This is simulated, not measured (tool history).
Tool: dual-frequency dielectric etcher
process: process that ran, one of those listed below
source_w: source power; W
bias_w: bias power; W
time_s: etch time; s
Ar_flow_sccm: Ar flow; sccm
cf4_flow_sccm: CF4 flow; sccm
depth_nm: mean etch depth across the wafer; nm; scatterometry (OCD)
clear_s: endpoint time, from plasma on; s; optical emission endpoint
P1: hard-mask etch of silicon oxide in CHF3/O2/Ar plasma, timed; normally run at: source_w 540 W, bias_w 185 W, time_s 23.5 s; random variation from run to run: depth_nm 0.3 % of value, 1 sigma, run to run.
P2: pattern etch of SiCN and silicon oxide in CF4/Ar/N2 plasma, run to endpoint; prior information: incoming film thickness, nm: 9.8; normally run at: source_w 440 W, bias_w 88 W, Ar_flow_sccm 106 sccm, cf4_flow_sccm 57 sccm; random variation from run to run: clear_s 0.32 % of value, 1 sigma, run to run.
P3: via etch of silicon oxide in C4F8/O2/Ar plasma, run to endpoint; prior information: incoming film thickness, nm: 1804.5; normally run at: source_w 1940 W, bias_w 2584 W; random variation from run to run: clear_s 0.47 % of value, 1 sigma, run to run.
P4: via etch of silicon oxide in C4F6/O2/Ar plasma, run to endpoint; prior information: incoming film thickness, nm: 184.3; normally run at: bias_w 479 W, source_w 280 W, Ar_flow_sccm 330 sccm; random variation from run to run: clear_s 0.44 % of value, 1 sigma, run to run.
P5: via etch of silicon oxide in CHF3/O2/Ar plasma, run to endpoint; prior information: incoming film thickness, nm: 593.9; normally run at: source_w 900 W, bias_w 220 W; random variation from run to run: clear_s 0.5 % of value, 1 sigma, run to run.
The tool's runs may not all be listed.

| run | hour | process | source_w | bias_w | time_s | Ar_flow_sccm | cf4_flow_sccm | hours since the last wet clean | hours since the last source power generator calibration | hours since the last bias power generator calibration | depth_nm | clear_s |
|---|---|---|---|---|---|---|---|---|---|---|---|---|
| 1 | 8.7 | P1 | 540 | 185 | 23.5 |  |  | 324.4 | 892.9 | 1142.0 | 45.617 |  |
| 2 | 17.5 | P3 | 2730 | 2584 |  |  |  | 333.2 | 901.7 | 1150.8 |  | 282.970 |
| 3 | 23.1 | P1 | 680 | 185 | 23.5 |  |  | 338.8 | 907.3 | 1156.4 | 49.588 |  |
| 4 | 27.6 | P1 | 540 | 225 | 23.5 |  |  | 343.3 | 911.8 | 1160.9 | 48.656 |  |
| 5 | 36.6 | P1 | 540 | 185 | 35.0 |  |  | 352.3 | 920.8 | 1169.9 | 67.493 |  |
| 6 | 42.7 | P1 | 540 | 185 | 23.5 |  |  | 358.4 | 926.9 | 1176.0 | 45.385 |  |
| 7 | 48.8 | P2 | 440 | 88 |  | 106 | 57 | 364.5 | 933.0 | 1182.1 |  | 11.272 |
| 8 | 56.4 | P4 | 280 | 479 |  | 330 |  | 372.1 | 940.6 | 1189.7 |  | 45.303 |
| 9 | 63.0 | P1 | 540 | 185 | 23.5 |  |  | 378.7 | 947.2 | 1196.3 | 45.533 |  |
| 10 | 72.8 | P1 | 540 | 227 | 19.0 |  |  | 388.5 | 957.0 | 1206.1 | 39.658 |  |
| 11 | 78.6 | P2 | 440 | 88 |  | 106 | 69 | 394.3 | 962.8 | 1211.9 |  | 11.010 |
| 12 | 84.1 | P3 | 1940 | 3377 |  |  |  | 399.8 | 968.3 | 1217.4 |  | 299.900 |
| 13 | 91.5 | P4 | 280 | 283 |  | 330 |  | 407.2 | 975.7 | 1224.8 |  | 55.054 |
| 14 | 96.1 | P2 | 440 | 55 |  | 106 | 57 | 411.8 | 980.3 | 1229.4 |  | 13.212 |
| 15 | 105.5 | P4 | 280 | 479 |  | 460 |  | 421.2 | 989.7 | 1238.8 |  | 46.579 |
| 16 | 115.5 | P1 | 540 | 145 | 23.5 |  |  | 431.2 | 999.7 | 1248.8 | 41.828 |  |
| 17 | 123.7 | P1 | 540 | 185 | 23.5 |  |  | 439.4 | 1007.9 | 1257.0 | 45.592 |  |
| 18 | 128.9 | P1 | 360 | 185 | 23.5 |  |  | 444.6 | 1013.1 | 1262.2 | 39.031 |  |
| 19 | 138.9 | P5 | 900 | 220 |  |  |  | 454.6 | 1023.1 | 1272.2 |  | 238.700 |
| 20 | 146.2 | P1 | 540 | 185 | 17.5 |  |  | 461.9 | 1030.4 | 1279.5 | 33.855 |  |
|  | 150.2 | wet clean of the chamber |
| 21 | 152.2 | P1 | 540 | 118 | 33.5 |  |  | 2.0 | 1036.4 | 1285.5 | 55.859 |  |
| 22 | 159.8 | P5 | 1220 | 220 |  |  |  | 9.6 | 1044.0 | 1293.1 |  | 214.430 |
| 23 | 166.2 | P4 | 370 | 479 |  | 330 |  | 16.0 | 1050.4 | 1299.5 |  | 41.336 |
| 24 | 171.0 | P5 | 900 | 307 |  |  |  | 20.8 | 1055.2 | 1304.3 |  | 216.760 |
| 25 | 180.8 | P2 | 590 | 88 |  | 106 | 57 | 30.6 | 1065.0 | 1314.1 |  | 8.760 |
| 26 | 186.1 | P3 | 1940 | 2584 |  |  |  | 35.9 | 1070.3 | 1319.4 |  | 325.740 |
| 27 | 195.7 | P2 | 440 | 88 |  | 75 | 57 | 45.5 | 1079.9 | 1329.0 |  | 10.739 |
| 28 | 202.6 | P3 | 1940 | 2584 |  |  |  | 52.4 | 1086.8 | 1335.9 |  | 325.600 |
| 29 | 211.9 | P1 | 540 | 185 | 23.5 |  |  | 61.7 | 1096.1 | 1345.2 | 45.443 |  |
| 30 | 217.5 | P1 | 540 | 185 | 23.5 |  |  | 67.3 | 1101.7 | 1350.8 | 45.657 |  |
| 31 | 226.4 | P1 | 540 | 185 | 23.5 |  |  | 76.2 | 1110.6 | 1359.7 | 45.802 |  |
| 32 | 233.9 | P1 | 540 | 185 | 23.5 |  |  | 83.7 | 1118.1 | 1367.2 | 45.901 |  |
|  | 239.1 | wet clean of the chamber |
| 33 | 241.4 | P1 | 540 | 185 | 23.5 |  |  | 2.4 | 1125.6 | 1374.7 | 45.823 |  |

Run 34 is up next; what results do you expect?
| 34 | 251.0 | P1 | 540 | 185 | 23.5 |  |  | 12.0 | 1135.2 | 1384.3 | ? |  |

Run 34 yielded depth_nm 46.373 nm.

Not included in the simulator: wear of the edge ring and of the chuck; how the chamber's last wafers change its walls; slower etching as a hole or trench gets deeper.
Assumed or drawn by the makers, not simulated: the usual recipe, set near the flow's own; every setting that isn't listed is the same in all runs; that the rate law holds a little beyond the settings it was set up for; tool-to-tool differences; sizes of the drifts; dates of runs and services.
